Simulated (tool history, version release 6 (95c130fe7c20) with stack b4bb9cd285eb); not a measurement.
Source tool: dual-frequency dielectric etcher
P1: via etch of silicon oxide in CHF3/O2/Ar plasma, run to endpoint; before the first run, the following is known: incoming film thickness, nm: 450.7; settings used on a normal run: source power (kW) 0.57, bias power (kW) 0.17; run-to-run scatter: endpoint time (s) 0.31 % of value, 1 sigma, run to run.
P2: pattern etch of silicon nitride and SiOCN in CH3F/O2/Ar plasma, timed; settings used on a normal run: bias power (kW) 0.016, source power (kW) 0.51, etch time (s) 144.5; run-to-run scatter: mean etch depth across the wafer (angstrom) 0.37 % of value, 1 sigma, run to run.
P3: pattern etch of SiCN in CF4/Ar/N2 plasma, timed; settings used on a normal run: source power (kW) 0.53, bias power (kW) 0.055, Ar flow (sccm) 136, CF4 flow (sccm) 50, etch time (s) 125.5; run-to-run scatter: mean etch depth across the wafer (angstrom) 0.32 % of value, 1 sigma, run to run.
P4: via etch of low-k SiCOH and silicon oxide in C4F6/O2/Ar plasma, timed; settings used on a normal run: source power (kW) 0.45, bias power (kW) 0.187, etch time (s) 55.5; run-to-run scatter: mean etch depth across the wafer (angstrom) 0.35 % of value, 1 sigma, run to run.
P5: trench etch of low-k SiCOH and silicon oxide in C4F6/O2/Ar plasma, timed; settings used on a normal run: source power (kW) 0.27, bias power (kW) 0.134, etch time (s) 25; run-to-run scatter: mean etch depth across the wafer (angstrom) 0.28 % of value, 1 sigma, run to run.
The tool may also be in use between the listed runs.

run    day  process that ran  source power (kW)  bias power (kW)  Ar flow (sccm)  CF4 flow (sccm)  etch time (s)  hours since the last wet clean  hours since the last source power generator calibration  hours since the last bias power generator calibration  endpoint time (s)  mean etch depth across the wafer (angstrom)
  1  0.175                P1               0.57             0.17                                                                            78.9                                                    974.1                                                   2102             236.21
  2  0.371                P3               0.53            0.055             136               50          125.5                            83.6                                                    978.8                                                 2106.7                                                          1017.8
  3  0.617                P4               0.45            0.187                                              79                            89.5                                                    984.7                                                 2112.6                                                          2237.7
  4  0.812                P1               0.57             0.17                                                                            94.2                                                    989.4                                                 2117.3             236.35
  5  1.067                P1               0.57             0.17                                                                           100.3                                                    995.5                                                 2123.4             234.57
  6  1.271                P2               0.51            0.016                                           144.5                           105.2                                                   1000.4                                                 2128.3                                                          183.87
  7  1.433                P3               0.53            0.055             136               30          125.5                           109.1                                                   1004.3                                                 2132.2                                                          922.41
  8  1.633                P5               0.27            0.134                                              25                           113.9                                                   1009.1                                                   2137                                                          613.12
     1.738  -- source power generator calibrated
  9  1.796                P1               0.57             0.17                                                                           117.8                                                      1.5                                                 2140.9             236.16
 10  2.054                P4               0.57            0.187                                            55.5                             124                                                      7.7                                                 2147.1                                                            1720
 11  2.204                P1               0.57            0.231                                                                           127.6                                                     11.3                                                 2150.7             212.08
 12  2.362                P3               0.53            0.036             136               50          125.5                           131.4                                                     15.1                                                 2154.5                                                           880.6
 13  2.617                P4               0.45            0.187                                            55.5                           137.5                                                     21.2                                                 2160.6                                                          1566.9
 14  2.879                P1               0.57             0.17                                                                           143.8                                                     27.5                                                 2166.9             234.88
 15    3.1                P1               0.79             0.17                                                                           149.1                                                     32.8                                                 2172.2             208.18
 16  3.358                P1               0.57             0.17                                                                           155.3                                                       39                                                 2178.4             235.62
 17  3.521                P1                0.4             0.17                                                                           159.2                                                     42.9                                                 2182.3             269.44
 18  3.704                P5               0.27            0.102                                              25                           163.6                                                     47.3                                                 2186.7                                                          562.84
 19  3.854                P3               0.53            0.055              81               50          125.5                           167.2                                                     50.9                                                 2190.3                                                          1115.6
 20  4.012                P2               0.51            0.016                                              91                             171                                                     54.7                                                 2194.1                                                          115.13
 21  4.221                P2               0.35            0.016                                           144.5                             176                                                     59.7                                                 2199.1                                                          161.29
 22  4.358                P1               0.57            0.122                                                                           179.3                                                       63                                                 2202.4             262.92
 23  4.596                P3               0.53            0.055             136               50          170.5                             185                                                     68.7                                                 2208.1                                                          1381.8
 24  4.788                P1                0.4            0.128                                                                           189.6                                                     73.3                                                 2212.7              298.5
 25  4.983                P1               0.69             0.21                                                                           194.3                                                       78                                                 2217.4             204.71
 26  5.254                P5               0.18            0.134                                              25                           200.8                                                     84.5                                                 2223.9                                                          521.67
 27  5.496                P2               0.51            0.016                                           144.5                           206.6                                                     90.3                                                 2229.7                                                          183.58
 28  5.708                P5               0.27            0.134                                              16                           211.7                                                     95.4                                                 2234.8                                                          392.97
 29  5.942                P4               0.45            0.135                                            55.5                           217.3                                                      101                                                 2240.4                                                          1419.8
 30  6.108                P2               0.51            0.009                                           144.5                           221.3                                                      105                                                 2244.4                                                          148.86
 31  6.362                P3               0.71            0.055             136               50          125.5                           227.4                                                    111.1                                                 2250.5                                                          1321.3
 32  6.517                P1               0.79            0.232                                                                           231.1                                                    114.8                                                 2254.2             187.77
 33  6.704                P1               0.57             0.17                                                                           235.6                                                    119.3                                                 2258.7             235.84
 34  6.862                P1               0.57             0.17                                                                           239.4                                                    123.1                                                 2262.5             235.05
 35  7.129                P1               0.57             0.17                                                                           245.8                                                    129.5                                                 2268.9             237.49
 36  7.342                P1               0.57             0.17                                                                           250.9                                                    134.6                                                   2274             237.45
 37  7.504                P1               0.57             0.17                                                                           254.8                                                    138.5                                                 2277.9              240.2

The next listed run, before its measurement:
 38  7.704                P1               0.57             0.17                                                                           259.6                                                    143.3                                                 2282.7                  ?

endpoint time (s): 238.52
